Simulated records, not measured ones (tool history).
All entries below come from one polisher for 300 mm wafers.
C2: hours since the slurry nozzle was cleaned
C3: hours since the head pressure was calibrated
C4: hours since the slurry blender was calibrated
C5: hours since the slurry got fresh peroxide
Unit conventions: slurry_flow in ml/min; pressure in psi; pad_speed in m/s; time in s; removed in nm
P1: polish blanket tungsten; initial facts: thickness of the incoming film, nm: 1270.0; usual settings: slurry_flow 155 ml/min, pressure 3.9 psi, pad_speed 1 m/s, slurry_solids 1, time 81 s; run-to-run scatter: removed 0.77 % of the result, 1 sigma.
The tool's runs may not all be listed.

{"run": 1, "hour": 11.7, "slurry_flow": 155, "pressure": 3.9, "pad_speed": 1, "slurry_solids": 1, "time": 81, "wafers polished on this pad": 911, "C2": 407.4, "C3": 221.6, "C4": 206.3, "C5": 62.9, "removed": 352.45}
{"run": 2, "hour": 20.1, "slurry_flow": 155, "pressure": 3.9, "pad_speed": 1, "slurry_solids": 1.25, "time": 81, "wafers polished on this pad": 1025, "C2": 415.8, "C3": 230, "C4": 214.7, "C5": 71.3, "removed": 367.54}
{"run": 3, "hour": 30.6, "slurry_flow": 155, "pressure": 3.9, "pad_speed": 1, "slurry_solids": 0.5, "time": 81, "wafers polished on this pad": 1166, "C2": 426.3, "C3": 240.5, "C4": 225.2, "C5": 81.8, "removed": 305.22}
{"run": 4, "hour": 42.5, "slurry_flow": 155, "pressure": 3.9, "pad_speed": 1, "slurry_solids": 1, "time": 81, "wafers polished on this pad": 1327, "C2": 438.2, "C3": 252.4, "C4": 237.1, "C5": 93.7, "removed": 353.71}
{"run": 5, "hour": 48.8, "slurry_flow": 155, "pressure": 3.9, "pad_speed": 1, "slurry_solids": 1, "time": 49, "wafers polished on this pad": 1412, "C2": 444.5, "C3": 258.7, "C4": 243.4, "C5": 100, "removed": 213.55}
{"run": 6, "hour": 61.0, "slurry_flow": 155, "pressure": 3.9, "pad_speed": 1, "slurry_solids": 1, "time": 81, "wafers polished on this pad": 1577, "C2": 456.7, "C3": 270.9, "C4": 255.6, "C5": 112.2, "removed": 353.97}
{"run": 7, "hour": 72.1, "slurry_flow": 95, "pressure": 3.9, "pad_speed": 1, "slurry_solids": 1, "time": 81, "wafers polished on this pad": 1726, "C2": 467.8, "C3": 282, "C4": 266.7, "C5": 123.3, "removed": 317.91}
{"run": 8, "hour": 79.0, "slurry_flow": 155, "pressure": 3.9, "pad_speed": 1, "slurry_solids": 1, "time": 109, "wafers polished on this pad": 1819, "C2": 474.7, "C3": 288.9, "C4": 273.6, "C5": 130.2, "removed": 479.48}
{"run": 9, "hour": 88.1, "slurry_flow": 155, "pressure": 2.5, "pad_speed": 1, "slurry_solids": 1, "time": 81, "wafers polished on this pad": 1942, "C2": 483.8, "C3": 298, "C4": 282.7, "C5": 139.3, "removed": 226.32}
{"run": 10, "hour": 100.6, "slurry_flow": 155, "pressure": 5.9, "pad_speed": 1, "slurry_solids": 1, "time": 81, "wafers polished on this pad": 2111, "C2": 496.3, "C3": 310.5, "C4": 295.2, "C5": 151.8, "removed": 538.42}
{"run": 11, "hour": 108.4, "slurry_flow": 155, "pressure": 3.9, "pad_speed": 0.6, "slurry_solids": 1, "time": 112, "wafers polished on this pad": 2216, "C2": 504.1, "C3": 318.3, "C4": 303, "C5": 159.6, "removed": 290.52}
{"run": 12, "hour": 119.6, "slurry_flow": 155, "pressure": 3.9, "pad_speed": 1, "slurry_solids": 1, "time": 81, "wafers polished on this pad": 2367, "C2": 515.3, "C3": 329.5, "C4": 314.2, "C5": 170.8, "removed": 350.91}
{"run": 13, "hour": 128.1, "slurry_flow": 155, "pressure": 3.9, "pad_speed": 0.74, "slurry_solids": 1, "time": 81, "wafers polished on this pad": 2482, "C2": 523.8, "C3": 338, "C4": 322.7, "C5": 179.3, "removed": 262.53}
{"hour": 131.1, "done": "slurry tank refilled with fresh slurry and peroxide"}
{"run": 14, "hour": 139.8, "slurry_flow": 155, "pressure": 3.9, "pad_speed": 1.52, "slurry_solids": 1, "time": 81, "wafers polished on this pad": 2640, "C2": 535.5, "C3": 349.7, "C4": 334.4, "C5": 8.7, "removed": 537.64}
{"run": 15, "hour": 149.6, "slurry_flow": 235, "pressure": 3.9, "pad_speed": 1, "slurry_solids": 1, "time": 81, "wafers polished on this pad": 2772, "C2": 545.3, "C3": 359.5, "C4": 344.2, "C5": 18.5, "removed": 377.91}
{"run": 16, "hour": 157.0, "slurry_flow": 155, "pressure": 2.6, "pad_speed": 1, "slurry_solids": 0.7, "time": 81, "wafers polished on this pad": 2872, "C2": 552.7, "C3": 366.9, "C4": 351.6, "C5": 25.9, "removed": 217.09}
{"run": 17, "hour": 162.7, "slurry_flow": 200, "pressure": 3.9, "pad_speed": 1, "slurry_solids": 1.45, "time": 81, "wafers polished on this pad": 2949, "C2": 558.4, "C3": 372.6, "C4": 357.3, "C5": 31.6, "removed": 400.12}
{"run": 18, "hour": 173.0, "slurry_flow": 155, "pressure": 3.9, "pad_speed": 1, "slurry_solids": 1, "time": 81, "wafers polished on this pad": 3088, "C2": 568.7, "C3": 382.9, "C4": 367.6, "C5": 41.9, "removed": 355.56}
{"run": 19, "hour": 182.2, "slurry_flow": 155, "pressure": 3.9, "pad_speed": 1, "slurry_solids": 1, "time": 81, "wafers polished on this pad": 3212, "C2": 577.9, "C3": 392.1, "C4": 376.8, "C5": 51.1, "removed": 353.98}
{"run": 20, "hour": 188.4, "slurry_flow": 155, "pressure": 3.9, "pad_speed": 1, "slurry_solids": 1, "time": 81, "wafers polished on this pad": 3295, "C2": 584.1, "C3": 398.3, "C4": 383, "C5": 57.3, "removed": 350.07}
{"run": 21, "hour": 196.0, "slurry_flow": 155, "pressure": 3.9, "pad_speed": 1, "slurry_solids": 1, "time": 81, "wafers polished on this pad": 3398, "C2": 591.7, "C3": 405.9, "C4": 390.6, "C5": 64.9, "removed": 335.26}

Expected results for the next run?
{"run": 22, "hour": 203.8, "slurry_flow": 155, "pressure": 3.9, "pad_speed": 1, "slurry_solids": 1, "time": 81, "wafers polished on this pad": 3503, "C2": 599.5, "C3": 413.7, "C4": 398.4, "C5": 72.7, "removed": "?"}

removed: 331.61 nm
